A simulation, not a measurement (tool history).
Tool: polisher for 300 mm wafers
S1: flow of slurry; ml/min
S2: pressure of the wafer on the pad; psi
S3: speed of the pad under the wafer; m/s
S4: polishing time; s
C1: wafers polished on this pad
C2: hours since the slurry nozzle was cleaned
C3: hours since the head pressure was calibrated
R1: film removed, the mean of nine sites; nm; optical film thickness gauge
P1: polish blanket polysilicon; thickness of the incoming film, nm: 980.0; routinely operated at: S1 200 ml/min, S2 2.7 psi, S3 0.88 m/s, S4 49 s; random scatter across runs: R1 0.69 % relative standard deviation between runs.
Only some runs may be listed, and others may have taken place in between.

run	day	S1	S2	S3	S4	C1	C2	C3	R1
1	0.329	200	2.7	0.88	49	353	499.4	105.2	339.3
2	0.971	200	3.3	0.58	49	594	514.8	120.6	272.6
3	1.571	200	2.7	0.88	33	818	529.2	135	229.65
4	2.158	200	3.3	1.12	49	1039	543.3	149.1	530.72
5	2.862	200	2.7	0.88	49	1303	560.2	166	337.98
6	3.321	200	2.7	0.88	49	1474	571.2	177	337.56
7	3.729	200	4.1	0.88	49	1628	581	186.8	519.22
8	4.442	200	2.7	0.88	49	1895	598.1	203.9	338.25
9	4.883	200	2.7	0.88	76	2060	608.7	214.5	519.5
10	5.325	200	2.7	1.38	49	2226	619.3	225.1	524.66
11	5.754	200	1.4	0.88	49	2387	629.6	235.4	174.34
12	6.462	200	2.7	0.46	49	2652	646.6	252.4	175.72
13	7.033	315	2.7	0.88	49	2866	660.3	266.1	352.94
14	7.533	120	2.7	0.88	49	3054	672.3	278.1	308.2
15	7.929	200	2.7	0.88	49	3202	681.8	287.6	334.13
16	8.283	200	2.7	0.88	49	3335	690.3	296.1	334
17	8.904	200	2.7	0.88	49	3567	705.2	311	326.7
# day 9.425: worn pad replaced by a new one
18	9.625	200	2.7	0.88	49	75	722.5	328.3	323.14
19	10.067	200	2.7	0.88	49	241	733.1	338.9	323.51
20	10.75	200	2.7	0.88	49	497	749.5	355.3	324.12
21	11.35	200	2.7	0.88	49	722	763.9	369.7	318.97
22	11.746	200	2.7	0.88	49	870	773.4	379.2	322.39
23	12.138	200	2.7	0.88	49	1017	782.8	388.6	324.56

P1 has crept away from where it was. The log is fitted equally well by each of these 2 causes, at the sizes shown:
A: head's pressure below its setpoint, % = 4.68
B: slurry flow missing at the pad, % = 26.9
The process output started creeping at around day 7.929.
Each remaining cause and why it is not a fit:
removal rate lost through wear of the pad, %: serviced at day 9.425, after the change had begun; the process did not return to its earlier output

Of the 4 check runs below, each run on 3 wafers with the results averaged and each result still a question mark, which one would tell the listed causes apart?
check 1	12.529	240	3.2	0.88	49				?
check 2	12.529	200	1.6	1.32	49				?
check 3	12.529	120	2.7	1.32	49				?
check 4	12.529	200	4.1	0.88	76				?

How each check would come out, cause by cause:
check	result	if A	if B
check 1	R1	389.98	392.96
check 2	R1	286.12	286.14
check 3	R1	443.06	430.71
check 4	R1	758.12	758.18
Distance between the nearest two causes, measured in the result of the check that separates them most: check 1 0.76 %; check 2 0.01 %; check 3 2.83 %; check 4 0.01 %
The other checks would show nearly matching results whichever cause is true, so check 3 is the only one that separates the causes.

The results of check 3 are: R1 445.69 nm. Based on these, which of the listed causes is it?

The correct cause is A, namely: head's pressure below its setpoint, %.
